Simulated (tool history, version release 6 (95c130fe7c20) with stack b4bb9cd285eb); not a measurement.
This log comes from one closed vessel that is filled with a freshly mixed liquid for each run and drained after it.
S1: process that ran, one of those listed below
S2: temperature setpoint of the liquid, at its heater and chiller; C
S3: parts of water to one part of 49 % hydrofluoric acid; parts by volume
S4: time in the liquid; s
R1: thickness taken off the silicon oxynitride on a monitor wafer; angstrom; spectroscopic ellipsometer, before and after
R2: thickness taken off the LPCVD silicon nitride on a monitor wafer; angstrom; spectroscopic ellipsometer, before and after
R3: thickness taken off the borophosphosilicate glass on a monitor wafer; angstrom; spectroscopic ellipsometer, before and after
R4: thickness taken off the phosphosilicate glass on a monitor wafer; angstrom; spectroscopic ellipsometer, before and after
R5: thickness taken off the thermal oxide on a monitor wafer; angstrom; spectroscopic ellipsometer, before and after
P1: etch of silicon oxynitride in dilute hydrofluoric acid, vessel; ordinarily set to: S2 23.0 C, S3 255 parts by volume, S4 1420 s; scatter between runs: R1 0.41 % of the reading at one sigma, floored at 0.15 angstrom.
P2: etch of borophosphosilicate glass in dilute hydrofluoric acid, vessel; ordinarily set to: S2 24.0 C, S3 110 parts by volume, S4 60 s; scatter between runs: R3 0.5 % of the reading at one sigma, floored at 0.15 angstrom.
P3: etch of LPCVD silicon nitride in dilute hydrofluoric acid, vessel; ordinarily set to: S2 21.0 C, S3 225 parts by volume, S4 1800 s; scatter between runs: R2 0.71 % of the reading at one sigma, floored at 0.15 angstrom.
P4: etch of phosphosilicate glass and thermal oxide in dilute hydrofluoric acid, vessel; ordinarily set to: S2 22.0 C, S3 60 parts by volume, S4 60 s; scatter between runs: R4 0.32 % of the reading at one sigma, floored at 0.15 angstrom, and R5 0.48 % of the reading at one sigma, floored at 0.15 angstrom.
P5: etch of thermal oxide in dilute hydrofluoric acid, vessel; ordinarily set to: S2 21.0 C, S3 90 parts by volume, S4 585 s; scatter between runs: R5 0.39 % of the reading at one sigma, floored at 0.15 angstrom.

{"run": 1, "day": 0.433, "S1": "P1", "S2": 23.0, "S3": 255, "S4": 1420, "R1": 68.579}
{"run": 2, "day": 0.783, "S1": "P3", "S2": 21.0, "S3": 225, "S4": 140, "R2": 2.7877}
{"run": 3, "day": 1.129, "S1": "P1", "S2": 31.5, "S3": 255, "S4": 1420, "R1": 99.805}
{"run": 4, "day": 1.433, "S1": "P1", "S2": 23.0, "S3": 255, "S4": 400, "R1": 19.516}
{"run": 5, "day": 1.8, "S1": "P1", "S2": 23.0, "S3": 255, "S4": 2200, "R1": 107.67}
{"run": 6, "day": 2.0, "S1": "P2", "S2": 28.5, "S3": 110, "S4": 60, "R3": 350.47}
{"run": 7, "day": 2.446, "S1": "P3", "S2": 21.0, "S3": 225, "S4": 1800, "R2": 35.841}
{"run": 8, "day": 2.862, "S1": "P1", "S2": 18.5, "S3": 255, "S4": 1420, "R1": 56.557}
{"run": 9, "day": 3.117, "S1": "P2", "S2": 24.0, "S3": 110, "S4": 60, "R3": 292.91}
{"run": 10, "day": 3.412, "S1": "P1", "S2": 18.5, "S3": 400, "S4": 1420, "R1": 33.491}
{"run": 11, "day": 3.725, "S1": "P4", "S2": 22.0, "S3": 60, "S4": 60, "R4": 1494.3, "R5": 44.778}
{"run": 12, "day": 4.154, "S1": "P1", "S2": 23.0, "S3": 255, "S4": 1420, "R1": 69.33}
{"run": 13, "day": 4.458, "S1": "P1", "S2": 23.0, "S3": 90, "S4": 1420, "R1": 221.77}
{"run": 14, "day": 4.879, "S1": "P1", "S2": 19.5, "S3": 50, "S4": 1420, "R1": 344.45}
{"run": 15, "day": 5.321, "S1": "P5", "S2": 21.0, "S3": 90, "S4": 1020, "R5": 468.63}
{"run": 16, "day": 5.671, "S1": "P1", "S2": 23.0, "S3": 255, "S4": 1420, "R1": 69.562}
{"run": 17, "day": 5.896, "S1": "P3", "S2": 17.0, "S3": 225, "S4": 1800, "R2": 27.313}
{"run": 18, "day": 6.325, "S1": "P2", "S2": 24.0, "S3": 110, "S4": 30, "R3": 148.17}
{"run": 19, "day": 6.679, "S1": "P2", "S2": 24.0, "S3": 150, "S4": 60, "R3": 206.21}
{"run": 20, "day": 7.033, "S1": "P3", "S2": 21.0, "S3": 385, "S4": 1800, "R2": 20.974}
{"run": 21, "day": 7.396, "S1": "P4", "S2": 27.5, "S3": 60, "S4": 60, "R4": 1870.5, "R5": 55.557}
{"run": 22, "day": 7.717, "S1": "P5", "S2": 21.0, "S3": 155, "S4": 585, "R5": 145.78}
{"run": 23, "day": 8.104, "S1": "P1", "S2": 17.0, "S3": 355, "S4": 1420, "R1": 36.226}
{"run": 24, "day": 8.317, "S1": "P4", "S2": 22.0, "S3": 60, "S4": 60, "R4": 1497.1, "R5": 45.241}
{"run": 25, "day": 8.746, "S1": "P5", "S2": 27.0, "S3": 90, "S4": 585, "R5": 340.72}
{"run": 26, "day": 8.954, "S1": "P1", "S2": 23.0, "S3": 255, "S4": 1420, "R1": 68.984}
{"run": 27, "day": 9.421, "S1": "P5", "S2": 21.0, "S3": 90, "S4": 585, "R5": 269.07}
{"run": 28, "day": 9.667, "S1": "P4", "S2": 22.0, "S3": 100, "S4": 60, "R4": 849.07, "R5": 25.713}
{"run": 29, "day": 9.988, "S1": "P1", "S2": 23.0, "S3": 255, "S4": 1420, "R1": 69.109}
{"run": 30, "day": 10.358, "S1": "P1", "S2": 23.0, "S3": 370, "S4": 1420, "R1": 44.337}
{"run": 31, "day": 10.817, "S1": "P4", "S2": 22.0, "S3": 60, "S4": 120, "R4": 2981.8, "R5": 89.802}
{"run": 32, "day": 11.229, "S1": "P1", "S2": 23.0, "S3": 255, "S4": 1420, "R1": 69.62}
{"run": 33, "day": 11.479, "S1": "P1", "S2": 23.0, "S3": 255, "S4": 1420, "R1": 68.099}
{"run": 34, "day": 11.883, "S1": "P1", "S2": 23.0, "S3": 255, "S4": 1420, "R1": 66.051}
{"run": 35, "day": 12.317, "S1": "P1", "S2": 23.0, "S3": 255, "S4": 1420, "R1": 64.786}
{"run": 36, "day": 12.617, "S1": "P1", "S2": 23.0, "S3": 255, "S4": 1420, "R1": 64.308}
{"run": 37, "day": 13.021, "S1": "P1", "S2": 23.0, "S3": 255, "S4": 1420, "R1": 63.885}
{"run": 38, "day": 13.388, "S1": "P1", "S2": 23.0, "S3": 255, "S4": 1420, "R1": 63.759}
{"run": 39, "day": 13.717, "S1": "P1", "S2": 23.0, "S3": 255, "S4": 1420, "R1": 63.501}
{"run": 40, "day": 13.992, "S1": "P1", "S2": 23.0, "S3": 255, "S4": 1420, "R1": 63.359}
{"run": 41, "day": 14.458, "S1": "P1", "S2": 23.0, "S3": 255, "S4": 1420, "R1": 63.133}

P1 has crept away from where it was. The log is fitted equally well by each of these 2 causes, at the sizes shown:
A: hydrofluoric acid flow below the setpoint (%) = 7.72
B: liquid colder than its thermometer reads (K) = 2.14
The gradual shift began around day 11.229.

Question marks stand in for the results of the 4 check runs listed below, each run on one wafer. Under which run would the listed causes show clearly different results?
{"run": "check 1", "day": 14.925, "S1": "P5", "S2": 21.0, "S3": 90, "S4": 585, "R5": "?"}
{"run": "check 2", "day": 14.925, "S1": "P3", "S2": 21.0, "S3": 225, "S4": 1800, "R2": "?"}
{"run": "check 3", "day": 14.925, "S1": "P4", "S2": 22.0, "S3": 60, "S4": 60, "R4": "?", "R5": "?"}
{"run": "check 4", "day": 14.925, "S1": "P2", "S2": 24.0, "S3": 110, "S4": 60, "R3": "?"}

What every check run would give for each of its results, assuming each possible cause in turn:
check=check_1 result=R5 if_A=246.090 if_B=246.210
check=check_2 result=R2 if_A=32.8800 if_B=30.9330
check=check_3 result=R4 if_A=1370.80 if_B=1366.70
check=check_3 result=R5 if_A=41.082 if_B=40.958
check=check_4 result=R3 if_A=269.20 if_B=270.92
How far apart the two closest causes lie, in the result that separates them most: check 1 0.05 %; check 2 6.1 %; check 3 0.3 %; check 4 0.64 %
Of the check runs offered, only check 2 discriminates between the causes; the rest would read about the same regardless of which cause applies.

The results of check 2 are: R2 32.9020 angstrom. Based on these, which of the listed causes is it?

It is A: hydrofluoric acid flow below the setpoint (%).
